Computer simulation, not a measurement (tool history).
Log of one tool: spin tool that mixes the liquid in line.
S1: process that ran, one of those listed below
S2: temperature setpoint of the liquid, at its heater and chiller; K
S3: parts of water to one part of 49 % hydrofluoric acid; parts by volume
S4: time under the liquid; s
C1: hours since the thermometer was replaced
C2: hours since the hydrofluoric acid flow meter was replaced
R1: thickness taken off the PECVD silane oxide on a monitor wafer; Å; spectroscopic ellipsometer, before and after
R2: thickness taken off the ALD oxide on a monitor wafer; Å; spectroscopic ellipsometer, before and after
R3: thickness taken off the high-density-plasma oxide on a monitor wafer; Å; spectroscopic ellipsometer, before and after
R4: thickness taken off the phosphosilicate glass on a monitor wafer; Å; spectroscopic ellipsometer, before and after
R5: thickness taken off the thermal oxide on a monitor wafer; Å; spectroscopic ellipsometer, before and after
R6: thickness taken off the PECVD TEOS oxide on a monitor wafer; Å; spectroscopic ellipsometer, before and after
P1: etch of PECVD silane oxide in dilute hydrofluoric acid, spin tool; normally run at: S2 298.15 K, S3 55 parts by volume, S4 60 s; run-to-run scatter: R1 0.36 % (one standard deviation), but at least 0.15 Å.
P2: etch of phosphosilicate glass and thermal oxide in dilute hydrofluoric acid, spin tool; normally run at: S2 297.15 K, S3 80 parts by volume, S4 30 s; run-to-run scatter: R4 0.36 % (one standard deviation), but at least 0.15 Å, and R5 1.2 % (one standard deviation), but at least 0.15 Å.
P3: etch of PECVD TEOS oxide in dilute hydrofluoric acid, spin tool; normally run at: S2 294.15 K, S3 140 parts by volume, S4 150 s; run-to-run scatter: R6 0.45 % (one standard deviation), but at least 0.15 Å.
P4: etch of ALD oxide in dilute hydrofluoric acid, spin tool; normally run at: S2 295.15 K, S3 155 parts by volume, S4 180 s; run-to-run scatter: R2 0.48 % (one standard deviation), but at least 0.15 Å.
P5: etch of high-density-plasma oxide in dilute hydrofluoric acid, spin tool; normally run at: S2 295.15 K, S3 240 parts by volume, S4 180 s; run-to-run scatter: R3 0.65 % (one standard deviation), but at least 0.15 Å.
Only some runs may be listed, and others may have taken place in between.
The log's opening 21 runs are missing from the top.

run	hour	S1	S2	S3	S4	C1	C2	R1	R2	R3	R4	R5	R6
22	110.7	P5	295.15	355	180	736.6	628.8			20.412			
23	114.8	P1	298.15	35	60	740.7	632.9	324.63					
24	121.9	P4	295.15	70	180	747.8	640		428.06				
25	128.6	P1	298.15	30	95	754.5	646.7	599.41					
26	132.6	P1	298.15	55	60	758.5	650.7	200.2					
27	137.4	P3	294.15	140	150	763.3	655.5						90.6
28	144.3	P3	294.15	140	150	770.2	662.4						90.481
29	149.6	P2	297.15	80	30	775.5	667.7				747.91	18.398	
30	155.5	P1	298.15	55	60	781.4	673.6	200.24					
31	158.8	P4	295.15	155	180	784.7	676.9		173.54				
32	163.1	P4	295.15	155	180	789	681.2		172.7				

Forecast run 33:
33	169.1	P1	294.15	55	60	795	687.2	?					

R1: 168.91 Å
